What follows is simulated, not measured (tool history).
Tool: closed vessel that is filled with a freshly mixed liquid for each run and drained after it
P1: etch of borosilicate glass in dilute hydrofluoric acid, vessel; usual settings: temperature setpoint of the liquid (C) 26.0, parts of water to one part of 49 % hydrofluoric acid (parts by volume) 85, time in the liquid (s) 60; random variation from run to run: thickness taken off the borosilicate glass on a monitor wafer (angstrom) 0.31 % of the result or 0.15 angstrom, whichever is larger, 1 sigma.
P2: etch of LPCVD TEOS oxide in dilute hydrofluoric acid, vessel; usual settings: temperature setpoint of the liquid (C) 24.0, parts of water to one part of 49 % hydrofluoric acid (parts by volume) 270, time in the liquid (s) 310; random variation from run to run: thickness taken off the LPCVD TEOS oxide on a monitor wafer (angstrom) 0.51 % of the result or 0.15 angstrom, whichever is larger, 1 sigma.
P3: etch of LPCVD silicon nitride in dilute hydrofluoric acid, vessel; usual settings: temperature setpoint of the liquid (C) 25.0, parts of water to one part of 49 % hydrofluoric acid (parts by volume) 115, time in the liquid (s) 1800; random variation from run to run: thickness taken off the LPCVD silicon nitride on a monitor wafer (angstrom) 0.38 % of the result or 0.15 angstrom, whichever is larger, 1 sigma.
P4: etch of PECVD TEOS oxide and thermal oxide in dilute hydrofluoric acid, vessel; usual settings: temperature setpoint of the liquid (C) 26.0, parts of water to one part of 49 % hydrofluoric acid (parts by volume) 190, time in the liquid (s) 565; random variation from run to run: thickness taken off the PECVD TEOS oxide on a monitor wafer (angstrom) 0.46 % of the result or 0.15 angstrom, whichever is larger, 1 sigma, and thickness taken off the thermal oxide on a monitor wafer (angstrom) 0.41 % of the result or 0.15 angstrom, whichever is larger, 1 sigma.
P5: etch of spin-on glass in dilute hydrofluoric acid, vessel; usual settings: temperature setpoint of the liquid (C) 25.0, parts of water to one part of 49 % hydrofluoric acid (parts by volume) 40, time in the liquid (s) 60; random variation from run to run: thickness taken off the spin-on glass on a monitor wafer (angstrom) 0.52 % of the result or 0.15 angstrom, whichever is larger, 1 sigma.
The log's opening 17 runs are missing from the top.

run,hour,process that ran,temperature setpoint of the liquid (C),parts of water to one part of 49 % hydrofluoric acid (parts by volume),time in the liquid (s),hours since the thermometer was replaced,hours since the hydrofluoric acid flow meter was replaced,thickness taken off the borosilicate glass on a monitor wafer (angstrom),thickness taken off the PECVD TEOS oxide on a monitor wafer (angstrom),thickness taken off the thermal oxide on a monitor wafer (angstrom),thickness taken off the LPCVD TEOS oxide on a monitor wafer (angstrom),thickness taken off the LPCVD silicon nitride on a monitor wafer (angstrom),thickness taken off the spin-on glass on a monitor wafer (angstrom)
18,103.7,P1,26.0,140,60,39.5,395.6,185.37,,,,,
19,109.6,P1,26.0,85,60,45.4,401.5,328.37,,,,,
20,115.5,P1,26.0,85,60,51.3,407.4,327.30,,,,,
21,121.9,P5,31.5,40,60,57.7,413.8,,,,,,1529.10
22,127.8,P4,26.0,315,565,63.6,419.7,,272.05,69.282,,,
23,134.5,P3,19.5,115,1800,70.3,426.4,,,,,54.699,
24,142.0,P3,25.0,215,1800,77.8,433.9,,,,,42.118,
25,146.1,P2,24.0,270,310,81.9,438.0,,,,293.640,,
26,149.7,P4,26.0,190,950,85.5,441.6,,860.17,222.160,,,
27,154.0,P3,25.0,115,3125,89.8,445.9,,,,,137.150,
28,158.7,P1,26.0,25,30,94.5,450.6,602.69,,,,,
29,164.1,P3,25.0,115,1800,99.9,456.0,,,,,78.488,

Run 30 has not been measured yet. What should we expect?
30,171.8,P5,25.0,70,60,107.6,463.7,,,,,,?

Run 30 yielded thickness taken off the spin-on glass on a monitor wafer (angstrom) 652.14.

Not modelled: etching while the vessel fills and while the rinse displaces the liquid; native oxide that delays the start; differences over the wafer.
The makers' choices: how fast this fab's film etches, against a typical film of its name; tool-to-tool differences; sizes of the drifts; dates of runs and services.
